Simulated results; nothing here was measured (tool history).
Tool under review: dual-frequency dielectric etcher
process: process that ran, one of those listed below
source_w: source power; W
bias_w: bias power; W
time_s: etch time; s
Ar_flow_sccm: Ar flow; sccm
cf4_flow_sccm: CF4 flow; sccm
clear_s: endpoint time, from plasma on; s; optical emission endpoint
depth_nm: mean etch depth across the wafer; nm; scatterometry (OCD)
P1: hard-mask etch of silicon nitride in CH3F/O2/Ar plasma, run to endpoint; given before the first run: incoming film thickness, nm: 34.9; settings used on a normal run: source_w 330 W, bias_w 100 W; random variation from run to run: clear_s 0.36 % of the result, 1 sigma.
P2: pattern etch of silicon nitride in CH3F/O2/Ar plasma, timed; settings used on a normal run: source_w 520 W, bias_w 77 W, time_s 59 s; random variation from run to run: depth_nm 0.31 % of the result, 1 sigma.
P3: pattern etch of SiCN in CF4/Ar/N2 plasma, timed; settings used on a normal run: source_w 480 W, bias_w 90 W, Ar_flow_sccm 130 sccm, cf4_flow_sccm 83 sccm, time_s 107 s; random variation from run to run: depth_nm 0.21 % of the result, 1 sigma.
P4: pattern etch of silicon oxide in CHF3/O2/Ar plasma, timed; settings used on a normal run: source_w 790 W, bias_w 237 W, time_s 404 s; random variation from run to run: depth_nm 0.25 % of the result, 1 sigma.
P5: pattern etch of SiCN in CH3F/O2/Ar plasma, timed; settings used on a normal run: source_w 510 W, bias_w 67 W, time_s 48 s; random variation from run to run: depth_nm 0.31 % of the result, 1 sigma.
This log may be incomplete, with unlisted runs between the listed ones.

Run 1, hour 8: process P1, source_w 330 W, bias_w 100 W. Result: clear_s 48.558 s.
Run 2, hour 17.2: process P4, source_w 790 W, bias_w 237 W, time_s 404 s. Result: depth_nm 958.44 nm.
Run 3, hour 25.6: process P3, source_w 480 W, bias_w 90 W, time_s 107 s, Ar_flow_sccm 130 sccm, cf4_flow_sccm 101 sccm. Result: depth_nm 108.43 nm.
Run 4, hour 37.9: process P5, source_w 510 W, bias_w 67 W, time_s 35 s. Result: depth_nm 14.031 nm.
Run 5, hour 43.7: process P1, source_w 240 W, bias_w 76 W. Result: clear_s 60.125 s.
Run 6, hour 51.4: process P1, source_w 330 W, bias_w 100 W. Result: clear_s 48.498 s.
Run 7, hour 58.6: process P2, source_w 520 W, bias_w 77 W, time_s 32.5 s. Result: depth_nm 25.843 nm.
Run 8, hour 68.4: process P2, source_w 520 W, bias_w 77 W, time_s 59 s. Result: depth_nm 46.737 nm.
Run 9, hour 79.8: process P3, source_w 480 W, bias_w 90 W, time_s 107 s, Ar_flow_sccm 93 sccm, cf4_flow_sccm 83 sccm. Result: depth_nm 110.84 nm.
Run 10, hour 91.3: process P1, source_w 260 W, bias_w 100 W. Result: clear_s 52.686 s.
Run 11, hour 99.6: process P1, source_w 330 W, bias_w 100 W. Result: clear_s 48.248 s.
Run 12, hour 106.5: process P1, source_w 330 W, bias_w 100 W. Result: clear_s 48.278 s.
Run 13, hour 115.8: process P2, source_w 520 W, bias_w 105 W, time_s 59 s. Result: depth_nm 52.268 nm.
Run 14, hour 124.5: process P1, source_w 330 W, bias_w 135 W. Result: clear_s 43.106 s.
Run 15, hour 129.9: process P4, source_w 790 W, bias_w 237 W, time_s 516.5 s. Result: depth_nm 1218.2 nm.
Run 16, hour 135.3: process P1, source_w 270 W, bias_w 120 W. Result: clear_s 48.654 s.
Run 17, hour 143.4: process P3, source_w 670 W, bias_w 90 W, time_s 107 s, Ar_flow_sccm 130 sccm, cf4_flow_sccm 83 sccm. Result: depth_nm 141.35 nm.
Run 18, hour 152.9: process P4, source_w 790 W, bias_w 170 W, time_s 404 s. Result: depth_nm 854.36 nm.
Run 19, hour 159.7: process P2, source_w 310 W, bias_w 77 W, time_s 59 s. Result: depth_nm 38.381 nm.
Run 20, hour 165.8: process P1, source_w 330 W, bias_w 100 W. Result: clear_s 48.485 s.
Run 21, hour 176.9: process P1, source_w 440 W, bias_w 78 W. Result: clear_s 47.322 s.
Run 22, hour 187.8: process P5, source_w 510 W, bias_w 67 W, time_s 48 s. Result: depth_nm 19.27 nm.
Run 23, hour 199.3: process P3, source_w 480 W, bias_w 90 W, time_s 83 s, Ar_flow_sccm 130 sccm, cf4_flow_sccm 83 sccm. Result: depth_nm 82.48 nm.
Run 24, hour 210.7: process P5, source_w 510 W, bias_w 42 W, time_s 48 s. Result: depth_nm 16.441 nm.
Run 25, hour 216.4: process P2, source_w 520 W, bias_w 77 W, time_s 59 s. Result: depth_nm 46.799 nm.
Run 26, hour 224.7: process P3, source_w 480 W, bias_w 60 W, time_s 107 s, Ar_flow_sccm 130 sccm, cf4_flow_sccm 83 sccm. Result: depth_nm 91.746 nm.
Run 27, hour 235.4: process P1, source_w 460 W, bias_w 100 W. Result: clear_s 42.895 s.
Run 28, hour 247.2: process P4, source_w 790 W, bias_w 237 W, time_s 404 s. Result: depth_nm 955.81 nm.
Run 29, hour 257: process P3, source_w 480 W, bias_w 90 W, time_s 107 s, Ar_flow_sccm 130 sccm, cf4_flow_sccm 83 sccm. Result: depth_nm 105.83 nm.
Run 30, hour 265: process P4, source_w 600 W, bias_w 237 W, time_s 404 s. Result: depth_nm 859.98 nm.
Run 31, hour 275.3: process P5, source_w 330 W, bias_w 67 W, time_s 48 s. Result: depth_nm 16.257 nm.
Run 32, hour 287.6: process P1, source_w 330 W, bias_w 80 W. Result: clear_s 52.494 s.
Run 33, hour 297.8: process P1, source_w 330 W, bias_w 100 W. Result: clear_s 48.616 s.
Run 34, hour 310: process P1, source_w 330 W, bias_w 100 W. Result: clear_s 48.631 s.
Run 35, hour 320.9: process P1, source_w 330 W, bias_w 100 W. Result: clear_s 48.966 s.
At hour 330.7: wet clean of the chamber.
Run 36, hour 332.4: process P1, source_w 330 W, bias_w 100 W. Result: clear_s 49.244 s.
Run 37, hour 342.1: process P1, source_w 330 W, bias_w 100 W. Result: clear_s 49.2 s.
Run 38, hour 353: process P1, source_w 330 W, bias_w 100 W. Result: clear_s 49.055 s.
Run 39, hour 359.2: process P1, source_w 330 W, bias_w 100 W. Result: clear_s 49.313 s.

Run 40 is up next; what results do you expect?
Run 40, hour 370.5: process P1, source_w 330 W, bias_w 100 W. Result: clear_s ?.

clear_s: 49.099 s
